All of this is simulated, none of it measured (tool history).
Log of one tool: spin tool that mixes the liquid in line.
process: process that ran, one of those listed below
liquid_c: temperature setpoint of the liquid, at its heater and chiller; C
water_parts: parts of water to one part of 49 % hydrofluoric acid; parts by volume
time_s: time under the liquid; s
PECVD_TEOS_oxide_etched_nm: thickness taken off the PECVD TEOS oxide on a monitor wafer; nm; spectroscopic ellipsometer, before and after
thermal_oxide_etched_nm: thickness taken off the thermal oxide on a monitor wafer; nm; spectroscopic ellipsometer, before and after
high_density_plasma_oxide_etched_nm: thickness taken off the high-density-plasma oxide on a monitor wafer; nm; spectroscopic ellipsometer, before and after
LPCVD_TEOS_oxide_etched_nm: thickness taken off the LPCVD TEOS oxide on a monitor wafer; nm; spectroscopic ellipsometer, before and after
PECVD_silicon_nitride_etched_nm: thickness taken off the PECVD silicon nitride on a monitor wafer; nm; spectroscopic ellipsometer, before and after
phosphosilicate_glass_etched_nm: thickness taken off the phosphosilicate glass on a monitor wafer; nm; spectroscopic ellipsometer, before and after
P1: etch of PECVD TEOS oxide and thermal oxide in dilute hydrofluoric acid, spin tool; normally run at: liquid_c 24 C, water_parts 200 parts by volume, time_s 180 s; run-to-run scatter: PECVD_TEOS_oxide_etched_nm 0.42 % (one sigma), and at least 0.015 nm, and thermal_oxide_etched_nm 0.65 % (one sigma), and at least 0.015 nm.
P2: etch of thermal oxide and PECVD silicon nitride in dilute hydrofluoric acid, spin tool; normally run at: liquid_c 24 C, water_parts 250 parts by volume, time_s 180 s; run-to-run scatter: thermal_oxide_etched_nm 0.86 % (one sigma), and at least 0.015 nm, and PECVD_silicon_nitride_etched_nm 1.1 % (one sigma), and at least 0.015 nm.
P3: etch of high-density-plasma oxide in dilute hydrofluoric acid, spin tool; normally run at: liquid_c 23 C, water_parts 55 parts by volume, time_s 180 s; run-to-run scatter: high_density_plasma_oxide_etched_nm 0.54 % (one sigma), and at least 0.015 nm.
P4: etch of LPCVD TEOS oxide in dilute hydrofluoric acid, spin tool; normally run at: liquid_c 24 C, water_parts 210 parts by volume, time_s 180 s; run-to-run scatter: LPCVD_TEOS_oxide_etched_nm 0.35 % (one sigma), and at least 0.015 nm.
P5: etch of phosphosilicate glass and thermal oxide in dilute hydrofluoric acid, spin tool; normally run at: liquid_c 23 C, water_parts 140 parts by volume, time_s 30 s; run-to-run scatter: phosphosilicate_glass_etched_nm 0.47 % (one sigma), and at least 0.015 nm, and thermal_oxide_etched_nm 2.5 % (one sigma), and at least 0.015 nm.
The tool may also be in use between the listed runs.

run	day	process	liquid_c	water_parts	time_s	PECVD_TEOS_oxide_etched_nm	thermal_oxide_etched_nm	high_density_plasma_oxide_etched_nm	LPCVD_TEOS_oxide_etched_nm	PECVD_silicon_nitride_etched_nm	phosphosilicate_glass_etched_nm
1	0.412	P1	24	200	180	22.421	4.0877				
2	0.842	P3	17	55	180			12.951			
3	1.138	P3	23	55	15			1.3825			
4	1.638	P4	32.5	210	180				30.662		
5	1.875	P1	24	200	275	34.181	6.1975				
6	2.246	P1	24	200	180	22.536	4.0255				
7	2.492	P1	24	90	180	56.577	10.138				
8	2.958	P2	24	250	265		4.0383			3.0286	
9	3.433	P1	24	200	80	10.036	1.8131				
10	3.704	P4	24	210	310				39.389		
11	4.225	P4	24	210	180				22.918		
12	4.462	P5	23	210	30		0.55449				21.648
13	4.896	P1	28	135	180	41.29	7.4425				
14	5.383	P2	24	435	180		1.3346			1.2278	
15	5.912	P1	24	200	180	22.381	4.0849				
# day 6.3: thermometer replaced
16	6.362	P1	24	200	180	22.455	4.1008				
17	6.867	P5	19	140	30		0.74308				29.851
18	7.15	P1	24	200	180	22.517	4.0593				
19	7.404	P1	19	200	180	18.539	3.3486				
20	7.758	P1	24	65	40	18.043	3.2281				
21	8.133	P4	24	210	180				22.987		
22	8.45	P1	24	350	180	11.049	1.9902				
23	8.688	P1	19	200	320	32.955	6.0073				
24	9.188	P4	24	40	180				147.31		
25	9.446	P5	23	140	30		0.86607				35.038
# day 9.629: hydrofluoric acid flow meter replaced
26	9.679	P1	24	200	180	22.386	4.0269				
27	10.046	P1	24	200	180	22.335	4.0583				
28	10.55	P2	17	250	180		2.0721			1.3167	
29	10.904	P3	23	105	180			8.1935			
30	11.162	P2	24	250	180		2.743			2.0594	
31	11.604	P3	23	55	180			16.631			
32	12.092	P1	30.5	200	180	28.247	5.0775				
33	12.558	P5	23	140	15		0.43851				17.458
34	12.808	P1	24	200	180	22.28	4.0285				
35	13.342	P1	24	200	180	21.594	3.8575				
36	13.625	P1	24	200	180	21.55	3.8484				
37	13.988	P1	24	200	180	21.124	3.7765				
38	14.442	P1	24	200	180	21.127	3.8855				

The next listed run, before its measurement:
39	14.742	P1	24	200	180	?	?				

{"run 39": {"PECVD_TEOS_oxide_etched_nm": 21.161, "thermal_oxide_etched_nm": 3.7706}}
